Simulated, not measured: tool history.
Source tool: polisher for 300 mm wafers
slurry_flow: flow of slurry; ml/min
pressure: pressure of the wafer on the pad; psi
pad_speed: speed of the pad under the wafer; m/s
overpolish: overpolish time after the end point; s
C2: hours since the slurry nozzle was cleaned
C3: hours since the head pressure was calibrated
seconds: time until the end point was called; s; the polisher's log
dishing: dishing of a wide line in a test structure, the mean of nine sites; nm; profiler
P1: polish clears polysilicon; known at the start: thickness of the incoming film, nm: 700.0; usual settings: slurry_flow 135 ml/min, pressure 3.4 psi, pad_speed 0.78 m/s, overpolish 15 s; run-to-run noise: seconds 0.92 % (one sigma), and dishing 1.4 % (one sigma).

Run 1, hour 5.3: slurry_flow 135 ml/min, pressure 3.4 psi, pad_speed 0.78 m/s, overpolish 15 s; wafers polished on this pad 390; C2 82.7; C3 375.5. Result: seconds 61.127 s, dishing 75.580 nm.
Run 2, hour 15.2: slurry_flow 135 ml/min, pressure 3.4 psi, pad_speed 0.78 m/s, overpolish 28 s; wafers polished on this pad 523; C2 92.6; C3 385.4. Result: seconds 60.874 s, dishing 88.787 nm.
Run 3, hour 21.9: slurry_flow 135 ml/min, pressure 3.4 psi, pad_speed 0.78 m/s, overpolish 4 s; wafers polished on this pad 612; C2 99.3; C3 392.1. Result: seconds 60.804 s, dishing 34.884 nm.
Run 4, hour 27.1: slurry_flow 180 ml/min, pressure 3.4 psi, pad_speed 0.78 m/s, overpolish 15 s; wafers polished on this pad 682; C2 104.5; C3 397.3. Result: seconds 57.953 s, dishing 79.037 nm.
Run 5, hour 32.1: slurry_flow 95 ml/min, pressure 3.4 psi, pad_speed 0.78 m/s, overpolish 15 s; wafers polished on this pad 749; C2 109.5; C3 402.3. Result: seconds 65.212 s, dishing 73.918 nm.
Run 6, hour 40.6: slurry_flow 135 ml/min, pressure 3.4 psi, pad_speed 1.18 m/s, overpolish 15 s; wafers polished on this pad 863; C2 118.0; C3 410.8. Result: seconds 40.094 s, dishing 83.174 nm.
Run 7, hour 48.6: slurry_flow 170 ml/min, pressure 4.3 psi, pad_speed 0.78 m/s, overpolish 15 s; wafers polished on this pad 970; C2 126.0; C3 418.8. Result: seconds 46.076 s, dishing 82.182 nm.
Run 8, hour 54.3: slurry_flow 135 ml/min, pressure 3.4 psi, pad_speed 0.78 m/s, overpolish 15 s; wafers polished on this pad 1046; C2 131.7; C3 424.5. Result: seconds 60.483 s, dishing 75.381 nm.
Run 9, hour 63.1: slurry_flow 135 ml/min, pressure 5.1 psi, pad_speed 0.78 m/s, overpolish 4 s; wafers polished on this pad 1164; C2 140.5; C3 433.3. Result: seconds 40.296 s, dishing 48.136 nm.
Run 10, hour 67.9: slurry_flow 135 ml/min, pressure 5.4 psi, pad_speed 0.78 m/s, overpolish 15 s; wafers polished on this pad 1229; C2 145.3; C3 438.1. Result: seconds 37.982 s, dishing 85.597 nm.
Run 11, hour 72.5: slurry_flow 135 ml/min, pressure 1.6 psi, pad_speed 0.78 m/s, overpolish 15 s; wafers polished on this pad 1290; C2 149.9; C3 442.7. Result: seconds 128.600 s, dishing 51.969 nm.
Run 12, hour 77.6: slurry_flow 135 ml/min, pressure 3.4 psi, pad_speed 0.52 m/s, overpolish 15 s; wafers polished on this pad 1359; C2 155.0; C3 447.8. Result: seconds 92.178 s, dishing 64.448 nm.
Run 13, hour 84.9: slurry_flow 135 ml/min, pressure 4.4 psi, pad_speed 1.20 m/s, overpolish 15 s; wafers polished on this pad 1456; C2 162.3; C3 455.1. Result: seconds 31.125 s, dishing 89.536 nm.
Run 14, hour 92.4: slurry_flow 135 ml/min, pressure 3.4 psi, pad_speed 0.78 m/s, overpolish 15 s; wafers polished on this pad 1557; C2 169.8; C3 462.6. Result: seconds 60.661 s, dishing 77.168 nm.
Run 15, hour 100.5: slurry_flow 135 ml/min, pressure 3.4 psi, pad_speed 0.78 m/s, overpolish 15 s; wafers polished on this pad 1665; C2 177.9; C3 470.7. Result: seconds 61.550 s, dishing 76.410 nm.
Run 16, hour 107.7: slurry_flow 135 ml/min, pressure 3.4 psi, pad_speed 0.78 m/s, overpolish 15 s; wafers polished on this pad 1762; C2 185.1; C3 477.9. Result: seconds 61.397 s, dishing 77.665 nm.

For run 17, what comes out?
Run 17, hour 112.1: slurry_flow 135 ml/min, pressure 3.4 psi, pad_speed 0.78 m/s, overpolish 15 s; wafers polished on this pad 1821; C2 189.5; C3 482.3. Result: seconds ?, dishing ?.

{"run 17": {"seconds": 62.135, "dishing": 74.678}}
